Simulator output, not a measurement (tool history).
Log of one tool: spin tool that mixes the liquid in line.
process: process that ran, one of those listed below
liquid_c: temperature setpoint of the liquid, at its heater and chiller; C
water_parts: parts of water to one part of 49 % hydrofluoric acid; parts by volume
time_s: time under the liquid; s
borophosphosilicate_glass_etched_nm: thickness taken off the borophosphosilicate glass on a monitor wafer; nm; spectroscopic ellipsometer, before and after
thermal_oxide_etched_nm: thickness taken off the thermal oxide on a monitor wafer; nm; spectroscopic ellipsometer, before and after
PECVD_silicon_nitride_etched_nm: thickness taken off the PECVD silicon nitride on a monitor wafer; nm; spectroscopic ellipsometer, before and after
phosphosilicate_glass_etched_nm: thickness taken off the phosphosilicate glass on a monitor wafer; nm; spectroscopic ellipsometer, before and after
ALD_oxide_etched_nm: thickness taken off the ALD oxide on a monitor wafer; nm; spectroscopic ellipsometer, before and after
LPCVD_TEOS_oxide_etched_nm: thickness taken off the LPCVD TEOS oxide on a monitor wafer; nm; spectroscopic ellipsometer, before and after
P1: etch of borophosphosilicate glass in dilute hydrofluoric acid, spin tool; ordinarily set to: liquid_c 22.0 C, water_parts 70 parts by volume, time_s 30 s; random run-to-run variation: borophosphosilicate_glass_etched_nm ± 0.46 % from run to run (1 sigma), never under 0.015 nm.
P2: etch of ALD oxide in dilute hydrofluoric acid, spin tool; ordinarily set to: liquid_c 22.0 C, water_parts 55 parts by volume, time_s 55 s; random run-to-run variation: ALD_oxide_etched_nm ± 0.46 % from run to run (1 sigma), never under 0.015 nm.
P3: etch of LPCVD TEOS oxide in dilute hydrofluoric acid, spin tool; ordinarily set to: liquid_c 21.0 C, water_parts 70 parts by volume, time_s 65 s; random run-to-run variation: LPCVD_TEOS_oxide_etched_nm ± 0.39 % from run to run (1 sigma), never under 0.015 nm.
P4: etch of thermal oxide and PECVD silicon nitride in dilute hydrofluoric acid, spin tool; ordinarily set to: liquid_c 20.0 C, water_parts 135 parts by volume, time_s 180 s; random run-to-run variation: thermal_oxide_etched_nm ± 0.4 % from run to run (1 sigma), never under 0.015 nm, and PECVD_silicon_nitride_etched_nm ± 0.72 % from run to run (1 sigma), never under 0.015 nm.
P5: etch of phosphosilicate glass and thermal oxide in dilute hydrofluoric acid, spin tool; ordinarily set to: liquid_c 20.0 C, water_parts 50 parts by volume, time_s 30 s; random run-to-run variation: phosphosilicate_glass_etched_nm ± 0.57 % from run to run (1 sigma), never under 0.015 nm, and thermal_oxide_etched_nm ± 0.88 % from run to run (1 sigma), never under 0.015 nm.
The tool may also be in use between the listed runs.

run,day,process,liquid_c,water_parts,time_s,hours since the thermometer was replaced,hours since the hydrofluoric acid flow meter was replaced,borophosphosilicate_glass_etched_nm,thermal_oxide_etched_nm,PECVD_silicon_nitride_etched_nm,phosphosilicate_glass_etched_nm,ALD_oxide_etched_nm,LPCVD_TEOS_oxide_etched_nm
1,0.238,P1,22.0,70,30,518.9,368.9,14.2960,,,,,
2,0.650,P4,20.0,245,180,528.8,378.8,,2.5453,1.8405,,,
3,1.112,P1,22.0,70,30,539.9,389.9,14.5260,,,,,
4,1.521,P5,20.0,50,30,549.7,399.7,,2.3296,,44.325,,
5,1.846,P1,28.5,70,15,557.5,407.5,9.3381,,,,,
6,2.325,P1,27.5,70,30,569.0,419.0,18.0940,,,,,
7,2.604,P4,17.0,135,180,575.7,425.7,,4.5418,2.6846,,,
8,3.079,P1,22.0,70,30,587.1,437.1,14.4260,,,,,
9,3.517,P1,22.0,70,30,597.6,447.6,14.4440,,,,,
10,3.838,P1,22.0,70,15,605.3,455.3,7.2085,,,,,
11,4.138,P2,17.0,55,55,612.5,462.5,,,,,15.2700,
12,4.375,P2,22.0,30,55,618.2,468.2,,,,,35.4870,
13,4.688,P5,20.0,50,15,625.7,475.7,,1.1461,,21.741,,
14,5.125,P5,20.0,20,30,636.2,486.2,,6.0103,,114.000,,
15,5.617,P4,20.0,135,335,648.0,498.0,,9.5996,6.0005,,,
16,6.075,P3,21.0,70,65,659.0,509.0,,,,,,45.301
17,6.417,P3,21.0,70,115,667.2,517.2,,,,,,80.624
18,6.675,P4,20.0,135,180,673.4,523.4,,5.1380,3.2953,,,
19,7.000,P1,22.0,100,30,681.2,531.2,9.6877,,,,,
20,7.275,P1,17.0,70,30,687.8,537.8,11.7240,,,,,
21,7.554,P3,17.0,70,65,694.5,544.5,,,,,,38.149
22,8.054,P2,22.0,55,25,706.5,556.5,,,,,8.5583,
23,8.421,P2,22.0,55,55,715.3,565.3,,,,,18.7240,
24,8.679,P5,26.5,50,30,721.5,571.5,,3.0066,,57.802,,
25,8.896,P3,21.0,105,65,726.7,576.7,,,,,,29.017
26,9.267,P1,22.0,70,30,735.6,585.6,14.4130,,,,,
27,9.546,P1,22.0,70,50,742.3,592.3,23.9110,,,,,
28,9.800,P1,22.0,20,30,748.4,598.4,53.7860,,,,,
29,10.217,P1,22.0,70,30,758.4,608.4,14.4840,,,,,
30,10.658,P1,22.0,70,30,769.0,619.0,13.8700,,,,,
31,10.958,P1,22.0,70,30,776.2,626.2,13.7270,,,,,
32,11.433,P1,22.0,70,30,787.6,637.6,13.5380,,,,,
33,11.767,P1,22.0,70,30,795.6,645.6,13.4700,,,,,
34,12.158,P1,22.0,70,30,805.0,655.0,13.3190,,,,,
35,12.608,P1,22.0,70,30,815.8,665.8,13.2940,,,,,
36,13.071,P1,22.0,70,30,826.9,676.9,13.4040,,,,,
37,13.429,P1,22.0,70,30,835.5,685.5,13.2960,,,,,
38,13.700,P1,22.0,70,30,842.0,692.0,13.2320,,,,,

What P1 gives has crept off from where it sat before. The 2 causes that follow fit the log equally well, each at the size noted:
A: hydrofluoric acid flow below the setpoint (%) = 7.27
B: liquid colder than its thermometer reads (K) = 1.98
The process output started creeping at around day 10.217.

The 4 check runs listed below each average the results of 2 wafers, and their outcomes are marked with question marks. Under which run would the listed causes produce clearly different results?
check 1,13.971,P5,20.0,50,30,,,,?,,?,,
check 2,13.971,P4,20.0,135,180,,,,?,?,,,
check 3,13.971,P3,21.0,70,65,,,,,,,,?
check 4,13.971,P2,22.0,55,55,,,,,,,?,

What each check would give under each cause:
check,result,if A,if B
check 1,thermal_oxide_etched_nm,2.1422,2.1324
check 1,phosphosilicate_glass_etched_nm,40.761,40.574
check 2,thermal_oxide_etched_nm,4.7461,4.7762
check 2,PECVD_silicon_nitride_etched_nm,3.0544,2.8748
check 3,LPCVD_TEOS_oxide_etched_nm,41.810,41.772
check 4,ALD_oxide_etched_nm,17.3680,17.3290
Distance between the nearest two causes, measured in the result of the check that separates them most: check 1 0.46 %; check 2 6.06 %; check 3 0.09 %; check 4 0.23 %
Only check 2 tells the causes apart: in the others they would give nearly the same result.

Check 2 has now been run. It gave: thermal_oxide_etched_nm 4.7506 nm; PECVD_silicon_nitride_etched_nm 2.8628 nm. Which of the candidate causes is it?

The correct cause is B, namely: liquid colder than its thermometer reads (K).
